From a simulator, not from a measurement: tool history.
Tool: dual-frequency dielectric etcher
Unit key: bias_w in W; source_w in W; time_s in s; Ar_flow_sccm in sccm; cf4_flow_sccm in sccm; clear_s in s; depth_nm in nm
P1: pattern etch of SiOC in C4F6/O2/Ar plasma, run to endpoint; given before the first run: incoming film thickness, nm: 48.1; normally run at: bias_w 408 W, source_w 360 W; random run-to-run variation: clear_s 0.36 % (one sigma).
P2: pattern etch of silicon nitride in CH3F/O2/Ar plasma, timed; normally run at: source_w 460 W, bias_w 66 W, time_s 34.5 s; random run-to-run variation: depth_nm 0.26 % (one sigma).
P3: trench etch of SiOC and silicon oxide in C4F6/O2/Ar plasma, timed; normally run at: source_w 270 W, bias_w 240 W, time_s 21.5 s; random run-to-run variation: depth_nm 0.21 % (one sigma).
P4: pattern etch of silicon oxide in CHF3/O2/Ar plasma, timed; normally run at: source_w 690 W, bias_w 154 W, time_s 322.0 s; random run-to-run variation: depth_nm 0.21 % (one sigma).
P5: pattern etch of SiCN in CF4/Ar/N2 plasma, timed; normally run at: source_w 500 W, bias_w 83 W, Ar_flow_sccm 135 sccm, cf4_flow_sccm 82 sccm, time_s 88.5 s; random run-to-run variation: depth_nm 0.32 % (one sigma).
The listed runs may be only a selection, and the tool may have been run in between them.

run,day,process,bias_w,source_w,time_s,Ar_flow_sccm,cf4_flow_sccm,hours since the last wet clean,hours since the last bias power generator calibration,hours since the last source power generator calibration,clear_s,depth_nm
1,0.271,P1,408,360,,,,138.3,1058.0,1409.4,17.756,
2,0.679,P2,66,460,34.5,,,148.1,1067.8,1419.2,,24.839
3,1.229,P2,66,460,45.5,,,161.3,1081.0,1432.4,,32.727
4,1.592,P3,240,270,21.5,,,170.0,1089.7,1441.1,,39.589
5,1.917,P3,240,380,21.5,,,177.8,1097.5,1448.9,,45.186
6,2.346,P5,53,500,88.5,135,82,188.1,1107.8,1459.2,,74.106
7,2.875,P1,408,360,,,,200.8,1120.5,1471.9,17.647,
8,3.275,P2,66,320,34.5,,,210.4,1130.1,1481.5,,21.521
9,3.554,P1,573,360,,,,217.1,1136.8,1488.2,15.629,
10,3.825,P1,408,220,,,,223.6,1143.3,1494.7,21.439,
11,4.308,P5,83,500,88.5,135,82,235.2,1154.9,1506.3,,86.600
12,4.604,P4,154,690,416.0,,,242.3,1162.0,1513.4,,829.020
13,4.879,P1,475,270,,,,248.9,1168.6,1520.0,18.719,
14,5.129,P1,323,450,,,,254.9,1174.6,1526.0,17.824,
15,5.525,P5,83,500,88.5,135,106,264.4,1184.1,1535.5,,90.439
16,5.933,P5,83,350,88.5,135,82,274.2,1193.9,1545.3,,63.631
17,6.296,P5,83,500,88.5,135,82,282.9,1202.6,1554.0,,86.314
18,6.625,P3,240,270,28.0,,,290.8,1210.5,1561.9,,51.668
19,7.033,P4,210,690,322.0,,,300.6,1220.3,1571.7,,710.810
20,7.550,P1,306,360,,,,313.0,1232.7,1584.1,19.677,
21,7.883,P3,240,270,21.5,,,321.0,1240.7,1592.1,,39.540
22,8.233,P4,154,510,322.0,,,329.4,1249.1,1600.5,,571.110
23,8.688,P1,408,360,,,,340.3,1260.0,1611.4,17.763,
24,8.946,P5,83,500,88.5,161,82,346.5,1266.2,1617.6,,83.994
25,9.250,P5,83,500,115.5,135,82,353.8,1273.5,1624.9,,113.070
26,9.608,P2,40,460,34.5,,,362.4,1282.1,1633.5,,21.245
27,9.883,P1,408,450,,,,369.0,1288.7,1640.1,16.363,
28,10.142,P4,154,690,322.0,,,375.2,1294.9,1646.3,,641.120
29,10.417,P3,338,270,21.5,,,381.8,1301.5,1652.9,,44.742
30,10.746,P1,408,360,,,,389.7,1309.4,1660.8,17.760,
31,10.983,P1,408,360,,,,395.4,1315.1,1666.5,17.825,
32,11.425,P1,408,360,,,,406.0,1325.7,1677.1,17.958,
33,11.675,P1,408,360,,,,412.0,1331.7,1683.1,18.028,
34,12.033,P1,408,360,,,,420.6,1340.3,1691.7,18.045,
35,12.583,P1,408,360,,,,433.8,1353.5,1704.9,18.030,
36,13.042,P1,408,360,,,,444.8,1364.5,1715.9,17.982,
# day 13.238: wet clean of the chamber
37,13.471,P1,408,360,,,,5.7,1374.8,1726.2,18.097,
38,13.875,P1,408,360,,,,15.4,1384.5,1735.9,18.103,
39,14.333,P1,408,360,,,,26.4,1395.5,1746.9,18.081,

P1 no longer gives what it gave before; its output has crept away from where it was. The following 2 causes, each at its listed size, fit the log equally well:
A: bias power that arrives under what is set, % = 4.79
B: source power that arrives under what is set, % = 4.68
Creep in the process output first set in at about day 10.983.
All other causes, with the reason each is excluded:
chamber walls in a state that lowers the etch rate, %: serviced after onset, at day 13.238, with no recovery of the prior output

Each of the 4 check runs below uses one wafer; its results are left as question marks. Which run tells the causes apart?
check 1,14.792,P2,66,330,34.5,,,,,,,?
check 2,14.792,P5,55,500,106.5,135,82,,,,,?
check 3,14.792,P3,296,270,21.5,,,,,,,?
check 4,14.792,P4,203,690,322.0,,,,,,,?

Predicted outcomes, by check and by cause:
check,result,if A,if B
check 1,depth_nm,21.434,21.401
check 2,depth_nm,88.886,86.593
check 3,depth_nm,41.949,41.926
check 4,depth_nm,690.160,689.060
Gap, in per cent, between the two causes that each check separates least, read from the result that separates them most: check 1 0.15 %; check 2 2.61 %; check 3 0.06 %; check 4 0.16 %
The other checks would show nearly matching results whichever cause is true, so check 2 is the only one that separates the causes.

Then check 2 was run and gave: depth_nm 86.454 nm. Which cause is it?

The cause is B: source power that arrives under what is set, %.
